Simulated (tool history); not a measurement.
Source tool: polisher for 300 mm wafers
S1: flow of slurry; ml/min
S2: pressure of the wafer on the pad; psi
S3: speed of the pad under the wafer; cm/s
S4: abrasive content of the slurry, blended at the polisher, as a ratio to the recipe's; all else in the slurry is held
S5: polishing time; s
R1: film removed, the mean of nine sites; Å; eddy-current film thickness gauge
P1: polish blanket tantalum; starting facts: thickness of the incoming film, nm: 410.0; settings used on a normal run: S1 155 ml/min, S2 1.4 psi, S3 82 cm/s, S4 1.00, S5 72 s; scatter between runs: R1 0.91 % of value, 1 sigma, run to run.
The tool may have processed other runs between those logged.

run   hour   S1   S2   S3    S4   S5       R1
  1    5.5  155  1.4   82  1.00   72   689.52
  2   11.0  155  1.4   36  1.00   72   293.53
  3   14.3  155  1.4   82  1.00   32   299.19
  4   19.8  220  1.4   82  1.00   72   717.29
  5   23.5  155  1.4   82  1.00   72   667.69
  6   27.1  155  0.9   38  1.00   72   203.45
  7   31.5   95  1.4   82  1.00   72   610.16
  8   37.6  155  0.9   82  1.00   72   441.13
  9   41.9  155  1.4   82  1.00   72   684.25
 10   47.4  155  1.4   82  1.00   72   684.18
 11   51.4  155  1.4   82  1.00   72   670.93
 12   54.2  155  1.4   82  1.00   72   679.06
 13   59.1  155  1.4   82  1.25   72   713.18
 14   64.7  155  2.0   82  1.00   72   967.71
      69.8  -- slurry nozzle cleaned
 15   70.5  155  1.4  126  1.00   72  1061.60
 16   73.5  155  1.4   82  0.55   72   554.56
 17   79.3  155  1.4   82  1.00  110  1033.30
 18   82.6  155  1.4   82  1.00   72   673.27
 19   88.6  155  1.4   82  1.00   72   638.90
 20   95.0  155  1.4   82  1.00   72   630.14
 21   98.8  155  1.4   82  1.00   72   624.64
     103.5  -- slurry blender recalibrated
     103.8  -- worn pad replaced by a new one
 22  104.2  155  1.4   82  1.00   72   618.01
 23  109.6  155  1.4   82  1.00   72   628.23
 24  115.7  155  1.4   82  1.00   72   613.71
 25  122.2  155  1.4   82  1.00   72   621.96

Compared with where it was, what P1 gives has crept away. Each cause listed below fits the log as well as the rest, at the size given for it:
A: head's pressure below its setpoint, % = 8.43
B: slurry flow missing at the pad, % = 35.1
The onset of the drift is placed at about hour 82.6.
Other possible causes, and why each is ruled out:
removal rate lost through wear of the pad, %: serviced at hour 103.8, which brought nothing back
abrasive missing from the slurry, %: serviced at hour 103.5, which brought nothing back

You are offered 4 check runs, listed below with question marks in place of their results; each one averages 2 wafers. Which run separates the listed causes by giving clearly different results for each?
check 1  128.7  155  1.4  82  0.60  49   ?
check 2  128.7   95  1.0  82  1.00  72   ?
check 3  128.7  155  1.8  82  1.00  72   ?
check 4  128.7  155  1.4  46  0.65  72   ?

What every check run would give for each of its results, assuming each possible cause in turn:
  check  result    if A    if B
check 1      R1  354.80  354.78
check 2      R1  400.11  381.64
check 3      R1  797.97  797.93
check 4      R1  301.74  301.73
Smallest distance between any two causes, each pair judged by its most separating result, in per cent: check 1 0 %; check 2 4.73 %; check 3 0 %; check 4 0 %
The other checks would show nearly matching results whichever cause is true, so check 2 is the only one that separates the causes.

Check 2 was carried out, with these results: R1 398.02 Å. Which of the listed causes is responsible?

The cause is A: head's pressure below its setpoint, %.
